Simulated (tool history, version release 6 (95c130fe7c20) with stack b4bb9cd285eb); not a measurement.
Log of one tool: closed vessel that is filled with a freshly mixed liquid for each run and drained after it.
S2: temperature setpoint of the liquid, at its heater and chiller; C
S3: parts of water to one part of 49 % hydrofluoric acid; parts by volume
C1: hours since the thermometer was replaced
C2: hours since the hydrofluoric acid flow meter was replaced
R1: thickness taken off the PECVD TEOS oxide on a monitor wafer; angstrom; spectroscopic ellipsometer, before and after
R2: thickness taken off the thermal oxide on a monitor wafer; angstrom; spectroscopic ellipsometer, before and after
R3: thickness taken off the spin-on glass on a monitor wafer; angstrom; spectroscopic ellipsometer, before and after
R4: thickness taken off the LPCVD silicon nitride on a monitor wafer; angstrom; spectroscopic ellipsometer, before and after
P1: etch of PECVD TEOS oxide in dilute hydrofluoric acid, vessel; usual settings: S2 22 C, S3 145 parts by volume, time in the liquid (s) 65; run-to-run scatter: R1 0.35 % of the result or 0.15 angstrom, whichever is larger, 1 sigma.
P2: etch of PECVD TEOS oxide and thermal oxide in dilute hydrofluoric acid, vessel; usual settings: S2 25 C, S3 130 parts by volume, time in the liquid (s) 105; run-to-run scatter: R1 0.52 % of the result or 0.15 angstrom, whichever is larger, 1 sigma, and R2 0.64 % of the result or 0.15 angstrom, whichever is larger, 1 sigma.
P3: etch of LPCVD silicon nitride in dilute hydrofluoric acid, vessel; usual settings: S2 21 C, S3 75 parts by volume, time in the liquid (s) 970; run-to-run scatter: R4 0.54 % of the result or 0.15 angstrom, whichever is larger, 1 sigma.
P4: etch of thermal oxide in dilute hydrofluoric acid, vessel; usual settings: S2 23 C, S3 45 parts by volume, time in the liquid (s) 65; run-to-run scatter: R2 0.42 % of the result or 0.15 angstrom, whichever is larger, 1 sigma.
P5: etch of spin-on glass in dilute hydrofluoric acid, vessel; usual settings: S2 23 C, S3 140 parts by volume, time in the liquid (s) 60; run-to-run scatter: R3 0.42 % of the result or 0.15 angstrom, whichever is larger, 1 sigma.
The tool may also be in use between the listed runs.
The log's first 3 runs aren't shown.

Run 4, hour 18.9: process that ran P1, S2 29 C, S3 145 parts by volume, time in the liquid (s) 65; C1 281.7; C2 738.2. Result: R1 134.49 angstrom.
Run 5, hour 22.9: process that ran P2, S2 19 C, S3 130 parts by volume, time in the liquid (s) 105; C1 285.7; C2 742.2. Result: R1 180.75 angstrom, R2 30.296 angstrom.
Run 6, hour 26.3: process that ran P1, S2 22 C, S3 145 parts by volume, time in the liquid (s) 65; C1 289.1; C2 745.6. Result: R1 103.48 angstrom.
Run 7, hour 30.7: process that ran P4, S2 18.5 C, S3 45 parts by volume, time in the liquid (s) 65; C1 293.5; C2 750. Result: R2 58.002 angstrom.
Run 8, hour 34.9: process that ran P5, S2 23 C, S3 80 parts by volume, time in the liquid (s) 60; C1 297.7; C2 754.2. Result: R3 225.25 angstrom.
Run 9, hour 39.6: process that ran P5, S2 30 C, S3 140 parts by volume, time in the liquid (s) 60; C1 302.4; C2 758.9. Result: R3 155.3 angstrom.
Run 10, hour 43.1: process that ran P4, S2 23 C, S3 45 parts by volume, time in the liquid (s) 65; C1 305.9; C2 762.4. Result: R2 69.507 angstrom.
Run 11, hour 45.7: process that ran P1, S2 22 C, S3 95 parts by volume, time in the liquid (s) 35; C1 308.5; C2 765. Result: R1 88.858 angstrom.
Run 12, hour 48.9: process that ran P1, S2 22 C, S3 145 parts by volume, time in the liquid (s) 65; C1 311.7; C2 768.2. Result: R1 103.14 angstrom.
Run 13, hour 51.7: process that ran P1, S2 17 C, S3 145 parts by volume, time in the liquid (s) 65; C1 314.5; C2 771. Result: R1 83.714 angstrom.
Run 14, hour 54.3: process that ran P3, S2 21 C, S3 115 parts by volume, time in the liquid (s) 970; C1 317.1; C2 773.6. Result: R4 33.299 angstrom.
Run 15, hour 57.3: process that ran P5, S2 23 C, S3 140 parts by volume, time in the liquid (s) 60; C1 320.1; C2 776.6. Result: R3 119.71 angstrom.
Run 16, hour 62: process that ran P3, S2 21 C, S3 75 parts by volume, time in the liquid (s) 970; C1 324.8; C2 781.3. Result: R4 50.693 angstrom.
Run 17, hour 66.3: process that ran P1, S2 22 C, S3 215 parts by volume, time in the liquid (s) 65; C1 329.1; C2 785.6. Result: R1 64.326 angstrom.
Run 18, hour 70.8: process that ran P1, S2 22 C, S3 75 parts by volume, time in the liquid (s) 105; C1 333.6; C2 790.1. Result: R1 347.14 angstrom.
Run 19, hour 73.9: process that ran P2, S2 25 C, S3 130 parts by volume, time in the liquid (s) 105; C1 336.7; C2 793.2. Result: R1 228.52 angstrom, R2 38.11 angstrom.
Run 20, hour 78.4: process that ran P1, S2 22 C, S3 145 parts by volume, time in the liquid (s) 65; C1 341.2; C2 797.7. Result: R1 103.1 angstrom.
Run 21, hour 82.7: process that ran P5, S2 23 C, S3 140 parts by volume, time in the liquid (s) 30; C1 345.5; C2 802. Result: R3 59.797 angstrom.
Run 22, hour 87.7: process that ran P1, S2 22 C, S3 145 parts by volume, time in the liquid (s) 65; C1 350.5; C2 807. Result: R1 103.07 angstrom.

Forecast run 23:
Run 23, hour 92.7: process that ran P4, S2 23 C, S3 70 parts by volume, time in the liquid (s) 65; C1 355.5; C2 812. Result: R2 ?.

R2: 43.384 angstrom
